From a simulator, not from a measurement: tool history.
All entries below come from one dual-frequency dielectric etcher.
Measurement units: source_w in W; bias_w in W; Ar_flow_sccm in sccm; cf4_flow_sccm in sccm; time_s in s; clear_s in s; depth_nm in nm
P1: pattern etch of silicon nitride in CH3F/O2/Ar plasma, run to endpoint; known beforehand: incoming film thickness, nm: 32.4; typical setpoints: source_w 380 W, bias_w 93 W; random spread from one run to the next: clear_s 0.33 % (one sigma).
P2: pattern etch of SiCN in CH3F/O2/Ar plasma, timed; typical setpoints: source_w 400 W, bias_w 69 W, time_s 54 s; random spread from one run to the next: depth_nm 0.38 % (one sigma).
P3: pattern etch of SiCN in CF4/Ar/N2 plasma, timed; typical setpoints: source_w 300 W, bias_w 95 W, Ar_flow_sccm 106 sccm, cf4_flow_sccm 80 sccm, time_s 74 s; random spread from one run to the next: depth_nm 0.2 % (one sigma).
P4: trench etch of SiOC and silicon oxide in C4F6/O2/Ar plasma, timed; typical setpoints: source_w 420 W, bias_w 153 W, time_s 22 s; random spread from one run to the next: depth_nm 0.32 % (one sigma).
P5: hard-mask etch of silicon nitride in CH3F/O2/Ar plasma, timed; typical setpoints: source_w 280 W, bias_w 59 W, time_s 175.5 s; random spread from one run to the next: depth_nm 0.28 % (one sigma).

| run | hour | process | source_w | bias_w | Ar_flow_sccm | cf4_flow_sccm | time_s | hours since the last wet clean | hours since the last source power generator calibration | hours since the last bias power generator calibration | clear_s | depth_nm |
|---|---|---|---|---|---|---|---|---|---|---|---|---|
| 1 | 3.7 | P1 | 380 | 93 |  |  |  | 300.9 | 1985.2 | 2355.3 | 43.925 |  |
| 2 | 9.4 | P3 | 300 | 62 | 106 | 80 | 74 | 306.6 | 1990.9 | 2361 |  | 42.224 |
| 3 | 12.9 | P5 | 280 | 83 |  |  | 175.5 | 310.1 | 1994.4 | 2364.5 |  | 112.98 |
| 4 | 16.7 | P4 | 420 | 196 |  |  | 22 | 313.9 | 1998.2 | 2368.3 |  | 44.17 |
| 5 | 22.9 | P1 | 380 | 93 |  |  |  | 320.1 | 2004.4 | 2374.5 | 43.821 |  |
| 6 | 27.9 | P4 | 420 | 153 |  |  | 28.5 | 325.1 | 2009.4 | 2379.5 |  | 53.123 |
| 7 | 33.9 | P5 | 280 | 59 |  |  | 175.5 | 331.1 | 2015.4 | 2385.5 |  | 99.878 |
| 8 | 38.9 | P3 | 190 | 95 | 106 | 80 | 74 | 336.1 | 2020.4 | 2390.5 |  | 33.079 |
| 9 | 44.9 | P3 | 300 | 95 | 86 | 80 | 74 | 342.1 | 2026.4 | 2396.5 |  | 50.556 |
| 10 | 47.9 | P3 | 300 | 95 | 106 | 80 | 46.5 | 345.1 | 2029.4 | 2399.5 |  | 31.008 |
| 11 | 53.9 | P2 | 400 | 69 |  |  | 54 | 351.1 | 2035.4 | 2405.5 |  | 20.258 |
| 12 | 59.5 | P4 | 420 | 153 |  |  | 22 | 356.7 | 2041 | 2411.1 |  | 41.136 |
| 13 | 63.4 | P4 | 270 | 153 |  |  | 22 | 360.6 | 2044.9 | 2415 |  | 34.474 |
| 14 | 69.5 | P5 | 280 | 59 |  |  | 175.5 | 366.7 | 2051 | 2421.1 |  | 99.767 |
| 15 | 74.6 | P2 | 400 | 69 |  |  | 72 | 371.8 | 2056.1 | 2426.2 |  | 27.278 |
| 16 | 79.6 | P1 | 380 | 93 |  |  |  | 376.8 | 2061.1 | 2431.2 | 43.886 |  |
| 17 | 83.4 | P4 | 420 | 153 |  |  | 22 | 380.6 | 2064.9 | 2435 |  | 40.931 |
| 18 | 86.6 | P3 | 300 | 95 | 106 | 80 | 74 | 383.8 | 2068.1 | 2438.2 |  | 49.062 |
| 19 | 90.6 | P1 | 380 | 121 |  |  |  | 387.8 | 2072.1 | 2442.2 | 39.773 |  |
| 20 | 95.8 | P1 | 380 | 93 |  |  |  | 393 | 2077.3 | 2447.4 | 43.695 |  |
| 21 | 102.3 | P3 | 300 | 95 | 106 | 48 | 74 | 399.5 | 2083.8 | 2453.9 |  | 45.848 |
| 22 | 108.1 | P3 | 300 | 95 | 106 | 80 | 74 | 405.3 | 2089.6 | 2459.7 |  | 49.227 |

The next listed run, before its measurement:
| 23 | 112.3 | P2 | 520 | 69 |  |  | 54 | 409.5 | 2093.8 | 2463.9 |  | ? |

{"run 23": {"depth_nm": 22.494}}

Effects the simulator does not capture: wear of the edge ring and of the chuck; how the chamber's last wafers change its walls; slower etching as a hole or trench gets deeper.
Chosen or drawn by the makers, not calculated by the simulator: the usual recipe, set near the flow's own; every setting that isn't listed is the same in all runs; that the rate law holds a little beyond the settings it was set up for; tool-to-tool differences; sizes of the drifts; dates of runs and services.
